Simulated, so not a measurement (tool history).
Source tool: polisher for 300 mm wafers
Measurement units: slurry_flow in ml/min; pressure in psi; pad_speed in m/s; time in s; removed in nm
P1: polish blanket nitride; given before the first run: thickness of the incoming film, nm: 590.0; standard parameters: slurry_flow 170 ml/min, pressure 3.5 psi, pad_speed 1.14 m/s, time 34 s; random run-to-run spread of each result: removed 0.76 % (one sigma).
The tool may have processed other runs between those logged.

run   hour  slurry_flow  pressure  pad_speed  time  wafers polished on this pad  hours since the slurry nozzle was cleaned  hours since the head pressure was calibrated  removed
  1    7.6          170       3.5       1.14    34                          357                                       44.0                                         220.1   66.177
  2   15.8          110       3.5       0.78    34                          438                                       52.2                                         228.3   44.976
      16.4  -- head pressure recalibrated
  3   23.3          100       3.5       1.14    34                          512                                       59.7                                           6.9   59.179
  4   31.2          170       3.5       1.14    34                          590                                       67.6                                          14.8   66.150
  5   36.7          170       3.5       1.14    15                          645                                       73.1                                          20.3   29.017
  6   44.7          170       3.5       0.52    34                          724                                       81.1                                          28.3   35.147
  7   50.2          170       3.5       1.14    34                          778                                       86.6                                          33.8   66.330
  8   54.5          170       1.6       1.14    34                          821                                       90.9                                          38.1   30.401
  9   62.7          170       3.5       1.14    34                          902                                       99.1                                          46.3   66.332
 10   68.9          170       5.5       1.14    34                          963                                      105.3                                          52.5  104.710
 11   73.0          170       3.5       0.82    46                         1004                                      109.4                                          56.6   68.306
 12   79.5          225       3.5       1.14    23                         1068                                      115.9                                          63.1   46.062
 13   88.0          170       3.5       1.14    34                         1152                                      124.4                                          71.6   66.098
 14   92.7          235       3.5       1.14    34                         1198                                      129.1                                          76.3   69.236
 15   97.4          170       3.5       1.72    34                         1245                                      133.8                                          81.0   90.667
 16  102.0          170       3.5       1.14    46                         1290                                      138.4                                          85.6   89.492
 17  108.8          170       3.5       1.14    34                         1358                                      145.2                                          92.4   65.849
 18  116.1          170       3.5       1.14    34                         1430                                      152.5                                          99.7   63.639
 19  122.4          170       3.5       1.14    34                         1492                                      158.8                                         106.0   63.068
 20  126.8          170       3.5       1.14    34                         1536                                      163.2                                         110.4   63.046
 21  134.4          170       3.5       1.14    34                         1611                                      170.8                                         118.0   62.309
 22  142.2          170       3.5       1.14    34                         1688                                      178.6                                         125.8   60.886
 23  146.6          170       3.5       1.14    34                         1731                                      183.0                                         130.2   62.213
     148.2  -- worn pad replaced by a new one
 24  154.9          170       3.5       1.14    34                           66                                      191.3                                         138.5   61.816
 25  162.9          170       3.5       1.14    34                          146                                      199.3                                         146.5   61.365
 26  170.2          170       3.5       1.14    34                          218                                      206.6                                         153.8   61.329
 27  174.1          170       3.5       1.14    34                          256                                      210.5                                         157.7   61.951
 28  181.5          170       3.5       1.14    34                          330                                      217.9                                         165.1   61.076

Something has made what P1 gives creep away from where it was; the 2 causes below, each at its own stated size, fit the log equally well:
A: head's pressure below its setpoint, % = 7.02
B: slurry flow missing at the pad, % = 32.7
The drift started at roughly hour 108.8.
Ruled out, with reasons:
removal rate lost through wear of the pad, %: serviced at hour 148.2, after the drift had started, without restoring the earlier output

Below are 4 check runs, each averaged over 2 wafers, with their results shown as question marks. Which of them would give clearly different results depending on which cause is behind the drift?
check 1  188.9          100       3.5       0.52    34                                                                                                                              ?
check 2  188.9          170       1.8       1.14    34                                                                                                                              ?
check 3  188.9          170       5.2       1.14    18                                                                                                                              ?
check 4  188.9          170       5.3       1.14    16                                                                                                                              ?

What each check would give under each cause:
  check   result    if A    if B
check 1  removed  29.462  28.196
check 2  removed  31.512  31.508
check 3  removed  48.194  48.189
check 4  removed  43.663  43.658
Distance between the nearest two causes, measured in the result of the check that separates them most: check 1 4.39 %; check 2 0.01 %; check 3 0.01 %; check 4 0.01 %
The causes can be told apart only by check 1. The other checks would give nearly the same results under each of them.

Check 1 has now been run. It gave: removed 29.518 nm. Which of the candidate causes is it?

The correct cause is A, namely: head's pressure below its setpoint, %.
